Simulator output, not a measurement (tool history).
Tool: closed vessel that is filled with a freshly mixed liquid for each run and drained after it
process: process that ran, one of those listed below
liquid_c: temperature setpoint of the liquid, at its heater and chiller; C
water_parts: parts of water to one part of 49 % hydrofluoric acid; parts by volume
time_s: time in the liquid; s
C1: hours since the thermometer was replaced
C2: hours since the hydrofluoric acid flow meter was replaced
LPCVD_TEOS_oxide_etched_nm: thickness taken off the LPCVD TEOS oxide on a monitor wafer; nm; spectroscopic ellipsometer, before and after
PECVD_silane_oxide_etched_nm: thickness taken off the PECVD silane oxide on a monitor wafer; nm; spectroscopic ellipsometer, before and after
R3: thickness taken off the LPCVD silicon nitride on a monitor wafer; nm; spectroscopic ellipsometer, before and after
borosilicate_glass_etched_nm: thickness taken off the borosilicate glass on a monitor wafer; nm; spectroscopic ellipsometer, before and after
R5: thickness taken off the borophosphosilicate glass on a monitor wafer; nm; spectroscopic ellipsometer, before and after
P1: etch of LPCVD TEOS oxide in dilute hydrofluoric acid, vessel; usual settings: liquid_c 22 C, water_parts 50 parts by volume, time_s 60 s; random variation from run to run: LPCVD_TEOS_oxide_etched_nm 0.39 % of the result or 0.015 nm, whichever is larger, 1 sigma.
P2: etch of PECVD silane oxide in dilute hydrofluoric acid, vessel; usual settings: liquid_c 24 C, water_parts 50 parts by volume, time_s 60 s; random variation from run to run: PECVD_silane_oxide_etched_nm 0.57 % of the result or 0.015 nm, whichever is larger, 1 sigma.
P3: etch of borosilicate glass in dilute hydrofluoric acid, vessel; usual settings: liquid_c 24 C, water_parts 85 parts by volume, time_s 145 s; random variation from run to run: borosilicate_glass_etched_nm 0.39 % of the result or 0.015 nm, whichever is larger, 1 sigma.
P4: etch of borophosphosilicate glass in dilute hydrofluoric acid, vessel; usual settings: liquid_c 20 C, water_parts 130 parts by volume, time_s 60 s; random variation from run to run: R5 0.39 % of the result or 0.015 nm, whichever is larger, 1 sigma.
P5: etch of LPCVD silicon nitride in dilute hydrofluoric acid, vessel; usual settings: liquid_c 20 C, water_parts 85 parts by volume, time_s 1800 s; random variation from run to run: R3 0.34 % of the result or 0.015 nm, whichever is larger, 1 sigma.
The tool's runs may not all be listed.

{"run": 1, "hour": 7.9, "process": "P1", "liquid_c": 22, "water_parts": 50, "time_s": 60, "C1": 418.6, "C2": 611.4, "LPCVD_TEOS_oxide_etched_nm": 35.154}
{"run": 2, "hour": 19.0, "process": "P1", "liquid_c": 22, "water_parts": 50, "time_s": 60, "C1": 429.7, "C2": 622.5, "LPCVD_TEOS_oxide_etched_nm": 35.185}
{"run": 3, "hour": 27.1, "process": "P2", "liquid_c": 24, "water_parts": 50, "time_s": 60, "C1": 437.8, "C2": 630.6, "PECVD_silane_oxide_etched_nm": 48.664}
{"run": 4, "hour": 38.4, "process": "P5", "liquid_c": 17, "water_parts": 85, "time_s": 1800, "C1": 449.1, "C2": 641.9, "R3": 7.0992}
{"run": 5, "hour": 50.0, "process": "P5", "liquid_c": 20, "water_parts": 40, "time_s": 1800, "C1": 460.7, "C2": 653.5, "R3": 18.174}
{"run": 6, "hour": 58.3, "process": "P1", "liquid_c": 29, "water_parts": 50, "time_s": 60, "C1": 469, "C2": 661.8, "LPCVD_TEOS_oxide_etched_nm": 46.636}
{"run": 7, "hour": 70.5, "process": "P5", "liquid_c": 20, "water_parts": 85, "time_s": 1800, "C1": 481.2, "C2": 674, "R3": 8.7633}
{"run": 8, "hour": 84.2, "process": "P2", "liquid_c": 24, "water_parts": 50, "time_s": 60, "C1": 494.9, "C2": 687.7, "PECVD_silane_oxide_etched_nm": 48.165}
{"run": 9, "hour": 93.9, "process": "P3", "liquid_c": 24, "water_parts": 85, "time_s": 30, "C1": 504.6, "C2": 697.4, "borosilicate_glass_etched_nm": 12.282}
{"run": 10, "hour": 101.4, "process": "P5", "liquid_c": 20, "water_parts": 85, "time_s": 3560, "C1": 512.1, "C2": 704.9, "R3": 17.376}
{"run": 11, "hour": 114.2, "process": "P4", "liquid_c": 25, "water_parts": 130, "time_s": 60, "C1": 524.9, "C2": 717.7, "R5": 24.898}
{"run": 12, "hour": 122.1, "process": "P3", "liquid_c": 17, "water_parts": 85, "time_s": 145, "C1": 532.8, "C2": 725.6, "borosilicate_glass_etched_nm": 44.288}
{"run": 13, "hour": 135.5, "process": "P4", "liquid_c": 20, "water_parts": 130, "time_s": 60, "C1": 546.2, "C2": 739, "R5": 20.487}
{"run": 14, "hour": 141.6, "process": "P4", "liquid_c": 20, "water_parts": 130, "time_s": 60, "C1": 552.3, "C2": 745.1, "R5": 20.507}
{"run": 15, "hour": 150.3, "process": "P1", "liquid_c": 17, "water_parts": 50, "time_s": 60, "C1": 561, "C2": 753.8, "LPCVD_TEOS_oxide_etched_nm": 28.231}
{"run": 16, "hour": 159.1, "process": "P1", "liquid_c": 22, "water_parts": 50, "time_s": 30, "C1": 569.8, "C2": 762.6, "LPCVD_TEOS_oxide_etched_nm": 17.67}
{"run": 17, "hour": 171.8, "process": "P1", "liquid_c": 22, "water_parts": 30, "time_s": 60, "C1": 582.5, "C2": 775.3, "LPCVD_TEOS_oxide_etched_nm": 60.493}
{"run": 18, "hour": 179.5, "process": "P5", "liquid_c": 20, "water_parts": 85, "time_s": 1800, "C1": 590.2, "C2": 783, "R3": 8.736}
{"run": 19, "hour": 191.8, "process": "P1", "liquid_c": 22, "water_parts": 90, "time_s": 60, "C1": 602.5, "C2": 795.3, "LPCVD_TEOS_oxide_etched_nm": 18.522}
{"run": 20, "hour": 200.3, "process": "P1", "liquid_c": 22, "water_parts": 50, "time_s": 60, "C1": 611, "C2": 803.8, "LPCVD_TEOS_oxide_etched_nm": 34.855}
{"run": 21, "hour": 208.2, "process": "P4", "liquid_c": 20, "water_parts": 200, "time_s": 60, "C1": 618.9, "C2": 811.7, "R5": 12.45}
{"run": 22, "hour": 216.4, "process": "P2", "liquid_c": 24, "water_parts": 50, "time_s": 95, "C1": 627.1, "C2": 819.9, "PECVD_silane_oxide_etched_nm": 75.771}
{"run": 23, "hour": 226.5, "process": "P2", "liquid_c": 32, "water_parts": 50, "time_s": 60, "C1": 637.2, "C2": 830, "PECVD_silane_oxide_etched_nm": 66.673}
{"run": 24, "hour": 236.3, "process": "P2", "liquid_c": 24, "water_parts": 75, "time_s": 60, "C1": 647, "C2": 839.8, "PECVD_silane_oxide_etched_nm": 31.236}
{"run": 25, "hour": 246.4, "process": "P1", "liquid_c": 22, "water_parts": 50, "time_s": 60, "C1": 657.1, "C2": 849.9, "LPCVD_TEOS_oxide_etched_nm": 35.125}
{"run": 26, "hour": 252.7, "process": "P1", "liquid_c": 22, "water_parts": 50, "time_s": 115, "C1": 663.4, "C2": 856.2, "LPCVD_TEOS_oxide_etched_nm": 67.804}
{"run": 27, "hour": 260.1, "process": "P1", "liquid_c": 17, "water_parts": 50, "time_s": 35, "C1": 670.8, "C2": 863.6, "LPCVD_TEOS_oxide_etched_nm": 16.723}
{"run": 28, "hour": 269.2, "process": "P3", "liquid_c": 24, "water_parts": 55, "time_s": 145, "C1": 679.9, "C2": 872.7, "borosilicate_glass_etched_nm": 95.111}
{"run": 29, "hour": 280.1, "process": "P4", "liquid_c": 20, "water_parts": 130, "time_s": 35, "C1": 690.8, "C2": 883.6, "R5": 11.855}
{"run": 30, "hour": 289.3, "process": "P3", "liquid_c": 24, "water_parts": 85, "time_s": 145, "C1": 700, "C2": 892.8, "borosilicate_glass_etched_nm": 58.943}
{"run": 31, "hour": 302.1, "process": "P1", "liquid_c": 22, "water_parts": 50, "time_s": 60, "C1": 712.8, "C2": 905.6, "LPCVD_TEOS_oxide_etched_nm": 35.023}
{"run": 32, "hour": 315.1, "process": "P1", "liquid_c": 22, "water_parts": 50, "time_s": 60, "C1": 725.8, "C2": 918.6, "LPCVD_TEOS_oxide_etched_nm": 35.298}
{"run": 33, "hour": 325.8, "process": "P1", "liquid_c": 22, "water_parts": 50, "time_s": 60, "C1": 736.5, "C2": 929.3, "LPCVD_TEOS_oxide_etched_nm": 36.32}
{"run": 34, "hour": 336.8, "process": "P1", "liquid_c": 22, "water_parts": 50, "time_s": 60, "C1": 747.5, "C2": 940.3, "LPCVD_TEOS_oxide_etched_nm": 36.847}
{"run": 35, "hour": 350.0, "process": "P1", "liquid_c": 22, "water_parts": 50, "time_s": 60, "C1": 760.7, "C2": 953.5, "LPCVD_TEOS_oxide_etched_nm": 37.077}
{"run": 36, "hour": 358.4, "process": "P1", "liquid_c": 22, "water_parts": 50, "time_s": 60, "C1": 769.1, "C2": 961.9, "LPCVD_TEOS_oxide_etched_nm": 37.495}

Run 37 comes next. What will it give?
{"run": 37, "hour": 368.0, "process": "P1", "liquid_c": 22, "water_parts": 50, "time_s": 60, "C1": 778.7, "C2": 971.5, "LPCVD_TEOS_oxide_etched_nm": "?"}

Run 37 gave LPCVD_TEOS_oxide_etched_nm 37.24 nm.
